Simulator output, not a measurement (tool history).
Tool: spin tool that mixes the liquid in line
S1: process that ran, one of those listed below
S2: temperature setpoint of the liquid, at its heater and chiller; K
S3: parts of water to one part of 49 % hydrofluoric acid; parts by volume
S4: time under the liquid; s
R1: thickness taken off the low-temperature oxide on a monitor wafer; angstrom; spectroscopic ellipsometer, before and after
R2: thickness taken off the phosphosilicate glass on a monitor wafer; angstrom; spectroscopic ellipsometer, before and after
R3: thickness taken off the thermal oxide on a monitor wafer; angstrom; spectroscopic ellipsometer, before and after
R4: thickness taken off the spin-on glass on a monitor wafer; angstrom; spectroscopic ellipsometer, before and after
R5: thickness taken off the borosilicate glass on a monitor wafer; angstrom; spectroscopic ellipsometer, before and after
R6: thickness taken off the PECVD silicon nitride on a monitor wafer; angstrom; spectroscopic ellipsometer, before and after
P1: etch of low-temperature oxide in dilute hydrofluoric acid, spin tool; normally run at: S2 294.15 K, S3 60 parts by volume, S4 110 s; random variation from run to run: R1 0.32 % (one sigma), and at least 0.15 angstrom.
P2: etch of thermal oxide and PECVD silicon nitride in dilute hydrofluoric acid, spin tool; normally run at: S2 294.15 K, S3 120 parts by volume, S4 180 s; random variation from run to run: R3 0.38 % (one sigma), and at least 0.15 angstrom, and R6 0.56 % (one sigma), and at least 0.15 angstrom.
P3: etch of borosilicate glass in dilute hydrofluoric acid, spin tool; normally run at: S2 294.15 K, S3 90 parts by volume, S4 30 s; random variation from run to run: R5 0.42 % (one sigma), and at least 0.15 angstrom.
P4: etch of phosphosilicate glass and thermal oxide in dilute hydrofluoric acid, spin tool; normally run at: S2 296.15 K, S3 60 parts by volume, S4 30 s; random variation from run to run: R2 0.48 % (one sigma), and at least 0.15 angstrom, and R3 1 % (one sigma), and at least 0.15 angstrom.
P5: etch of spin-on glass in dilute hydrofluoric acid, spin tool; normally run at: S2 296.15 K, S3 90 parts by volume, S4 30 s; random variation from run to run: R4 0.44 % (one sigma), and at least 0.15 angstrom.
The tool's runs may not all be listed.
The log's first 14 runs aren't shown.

| run | hour | S1 | S2 | S3 | S4 | R1 | R2 | R3 | R4 | R5 | R6 |
|---|---|---|---|---|---|---|---|---|---|---|---|
| 15 | 51.0 | P1 | 294.15 | 85 | 155 | 432.63 |  |  |  |  |  |
| 16 | 55.3 | P1 | 299.65 | 60 | 110 | 562.68 |  |  |  |  |  |
| 17 | 58.6 | P2 | 294.15 | 120 | 295 |  |  | 100.280 |  |  | 67.193 |
| 18 | 61.1 | P2 | 301.65 | 120 | 180 |  |  | 81.643 |  |  | 66.186 |
| 19 | 64.7 | P1 | 294.15 | 60 | 215 | 871.64 |  |  |  |  |  |
| 20 | 67.0 | P4 | 296.15 | 60 | 60 |  | 974.45 | 50.092 |  |  |  |
| 21 | 69.1 | P1 | 294.15 | 60 | 110 | 446.45 |  |  |  |  |  |
| 22 | 72.7 | P1 | 294.15 | 100 | 110 | 255.97 |  |  |  |  |  |
| 23 | 76.2 | P3 | 294.15 | 40 | 30 |  |  |  |  | 154.260 |  |
| 24 | 80.2 | P2 | 294.15 | 120 | 180 |  |  | 61.291 |  |  | 41.485 |
| 25 | 82.6 | P3 | 294.15 | 90 | 30 |  |  |  |  | 64.247 |  |

The next listed run, before its measurement:
|  | 85.4 | hydrofluoric acid flow meter replaced |
| 26 | 87.0 | P2 | 294.15 | 20 | 180 |  |  | ? |  |  | ? |

{"run 26": {"R3": 412.08, "R6": 233.8}}

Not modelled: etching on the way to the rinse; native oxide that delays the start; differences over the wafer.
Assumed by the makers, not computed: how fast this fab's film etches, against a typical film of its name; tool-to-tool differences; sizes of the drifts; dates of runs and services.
